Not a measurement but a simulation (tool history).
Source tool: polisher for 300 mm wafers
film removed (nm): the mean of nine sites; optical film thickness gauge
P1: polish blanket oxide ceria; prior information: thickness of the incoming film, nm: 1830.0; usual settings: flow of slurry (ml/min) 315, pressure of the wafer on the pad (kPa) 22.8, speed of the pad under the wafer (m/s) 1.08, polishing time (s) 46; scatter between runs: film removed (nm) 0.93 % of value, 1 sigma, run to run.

run     day  flow of slurry (ml/min)  pressure of the wafer on the pad (kPa)  speed of the pad under the wafer (m/s)  polishing time (s)  wafers polished on this pad  hours since the slurry nozzle was cleaned  hours since the head pressure was calibrated  film removed (nm)
  1     0.4                      315                                    22.8                                    1.08                  46                          397                                      465.9                                         331.6             226.05
  2   0.883                      315                                    22.8                                    0.62                  64                          483                                      477.5                                         343.2             179.31
  3   1.471                      315                                    22.8                                    1.08                  46                          586                                      491.6                                         357.3             219.97
  4   2.029                      315                                      29                                    1.08                  46                          685                                        505                                         370.7             282.17
      2.117  -- head pressure recalibrated
  5   2.438                      430                                    22.8                                    1.08                  28                          757                                      514.8                                           7.8             138.25
  6   2.958                      315                                    22.8                                    1.08                  46                          849                                      527.3                                          20.3             221.42
  7   3.408                      485                                    22.8                                    1.08                  46                          928                                      538.1                                          31.1             226.56
  8   3.717                      315                                    15.2                                    1.08                  46                          983                                      545.5                                          38.5             148.49
  9    4.25                      315                                    22.8                                    0.78                  46                         1077                                      558.3                                          51.3             160.72
 10   4.829                      315                                    22.8                                    1.08                  46                         1179                                      572.2                                          65.2             225.15
 11   5.196                      315                                    22.8                                    1.08                  21                         1244                                        581                                            74             100.56
 12   5.629                      190                                    22.8                                    1.08                  46                         1321                                      591.4                                          84.4             210.56
 13   6.138                      315                                    22.8                                    1.72                  46                         1411                                      603.6                                          96.6             356.56
 14   6.592                      315                                    22.8                                    0.52                  29                         1491                                      614.5                                         107.5             68.333
 15     6.9                      315                                    22.8                                    1.08                  71                         1545                                      621.9                                         114.9              340.6
 16   7.425                      315                                    22.8                                    1.08                  46                         1638                                      634.5                                         127.5             222.74
 17   7.783                      315                                    22.8                                    1.08                  46                         1701                                      643.1                                         136.1             223.33
 18   8.242                      315                                    22.8                                    1.08                  46                         1782                                      654.1                                         147.1             220.12
 19   8.858                      315                                    22.8                                    1.08                  46                         1891                                      668.9                                         161.9             216.75
 20   9.275                      315                                    22.8                                    1.08                  46                         1965                                      678.9                                         171.9             210.25
 21     9.7                      315                                    22.8                                    1.08                  46                         2040                                      689.1                                         182.1             214.03
      9.862  -- head pressure recalibrated
 22  10.212                      315                                    22.8                                    1.08                  46                         2130                                      701.4                                           8.5             214.44
 23  10.692                      315                                    22.8                                    1.08                  46                         2215                                      712.9                                            20             210.96
 24  11.179                      315                                    22.8                                    1.08                  46                         2301                                      724.6                                          31.7             211.87
 25  11.458                      315                                    22.8                                    1.08                  46                         2350                                      731.3                                          38.4             211.87

Something has made what P1 gives creep away from where it was; the 2 causes below, each at its own stated size, fit the log equally well:
A: slurry flow missing at the pad, % = 36.7
B: removal rate lost through wear of the pad, % = 4.79
Creep in the process output first set in at about day 7.783.
The rest of the possible causes, and what rules out each one:
head's pressure below its setpoint, %: serviced at day 9.862, after the change had begun; the process did not return to its earlier output

Below are 4 check runs, each averaged over 5 wafers, with their results shown as question marks. Which of them would give clearly different results depending on which cause is behind the drift?
check 1  11.738                      315                                    22.8                                    1.68                  27                                                                                                                                        ?
check 2  11.738                      315                                    15.9                                     1.5                  46                                                                                                                                        ?
check 3  11.738                      190                                    22.8                                    1.08                  70                                                                                                                                        ?
check 4  11.738                      315                                    22.8                                    1.68                  26                                                                                                                                        ?

How each check would come out, cause by cause:
  check             result    if A    if B
check 1  film removed (nm)  193.39   193.4
check 2  film removed (nm)  205.03  205.05
check 3  film removed (nm)   295.9  304.88
check 4  film removed (nm)  186.23  186.24
How far apart the two closest causes lie, in the result that separates them most: check 1 0.01 %; check 2 0.01 %; check 3 2.99 %; check 4 0.01 %
Only in check 3 would the causes give clearly different results; in the remaining checks their results would be nearly the same.

The results of check 3 are: film removed (nm) 296.99. Based on these, which of the listed causes is it?

The correct cause is A, namely: slurry flow missing at the pad, %.

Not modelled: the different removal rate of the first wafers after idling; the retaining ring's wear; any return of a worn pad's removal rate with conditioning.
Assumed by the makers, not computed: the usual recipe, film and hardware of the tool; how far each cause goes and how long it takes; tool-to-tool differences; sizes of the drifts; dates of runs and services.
